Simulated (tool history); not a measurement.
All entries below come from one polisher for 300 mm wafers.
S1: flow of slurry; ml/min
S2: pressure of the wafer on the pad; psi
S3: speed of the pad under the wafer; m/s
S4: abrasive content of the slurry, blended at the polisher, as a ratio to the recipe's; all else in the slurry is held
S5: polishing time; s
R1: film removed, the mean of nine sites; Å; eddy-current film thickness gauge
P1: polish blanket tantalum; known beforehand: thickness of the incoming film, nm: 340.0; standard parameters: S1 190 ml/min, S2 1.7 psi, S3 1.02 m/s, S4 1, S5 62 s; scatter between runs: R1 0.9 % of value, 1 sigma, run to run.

run,hour,S1,S2,S3,S4,S5,R1
1,15.8,190,1.7,1.02,1,62,795.28
2,25.7,115,1.7,1.02,0.55,62,589.3
3,35.8,190,1.2,1.02,1,62,567.88
4,47.7,190,2.3,1.02,1,62,1084.8
5,55.3,190,1.7,1.02,0.5,62,620.25
6,66.4,190,1.7,1.02,1,62,799.07
7,75.4,190,1.7,1.02,1,29,373.69
8,90.8,190,1.7,1.02,1,62,802.89
# hour 98.2: slurry blender recalibrated
9,99.2,190,1.7,1.6,1,62,1259.4
10,108.6,115,1.7,1.02,1,62,735.63
11,124.2,190,1.7,1.02,1.5,62,900.77
12,133.3,190,1.7,1.52,1,82,1571
13,149.4,280,1.7,1.02,1,62,842.58
14,162.4,125,2.5,1.02,1,62,1086.9
15,177.1,190,1.7,1.02,1,62,805.09
16,192.6,190,1.7,0.5,1,62,398.6
17,202,190,1.7,1.02,1,93,1206.6
18,217.7,190,1.7,1.02,1,62,809.63
19,231.1,190,1.7,1.02,1,62,779.09
20,246.1,190,1.7,1.02,1,62,772.01
21,260.9,190,1.7,1.02,1,62,765.5
22,274.6,190,1.7,1.02,1,62,746.65
# hour 278.6: slurry nozzle cleaned
23,283.4,190,1.7,1.02,1,62,753.2
# hour 292.5: head pressure recalibrated
24,293.4,190,1.7,1.02,1,62,751.64
25,308.1,190,1.7,1.02,1,62,737.31
26,323.7,190,1.7,1.02,1,62,744.28
27,337.4,190,1.7,1.02,1,62,743.9
28,351,190,1.7,1.02,1,62,723.29

Compared with where it was, what P1 gives has crept away. Each cause listed below fits the log as well as the rest, at the size given for it:
A: abrasive missing from the slurry, % = 22.2
B: removal rate lost through wear of the pad, % = 7.52
At approximately hour 217.7, the process output began to creep.
All other causes, with the reason each is excluded:
slurry flow missing at the pad, %: serviced at hour 278.6, after the drift had started, without restoring the earlier output
head's pressure below its setpoint, %: serviced at hour 292.5, after the drift had started, without restoring the earlier output

Consider the 4 check runs below, whose results appear as question marks and each of which averages 5 wafers. Which one distinguishes the causes, in that each cause would give it a clearly different result?
check 1,364.6,190,1.7,1.54,1,62,?
check 2,364.6,190,1.7,0.76,0.6,62,?
check 3,364.6,190,1.7,1.02,1,32,?
check 4,364.6,280,1.7,1.02,1,62,?

Check results expected under each cause:
check,result,if A,if B
check 1,R1,1116.3,1116.5
check 2,R1,449.22,462.86
check 3,R1,381.62,381.69
check 4,R1,773.54,773.69
Separation of the two closest causes in each check, using whichever result separates them best: check 1 0.02 %; check 2 2.99 %; check 3 0.02 %; check 4 0.02 %
Check 2 tells the causes apart: in the others they would give nearly the same result.

Check 2 was then run and gave: R1 448.11 Å. Which cause is it?

Of the candidate causes, it is A: abrasive missing from the slurry, %.
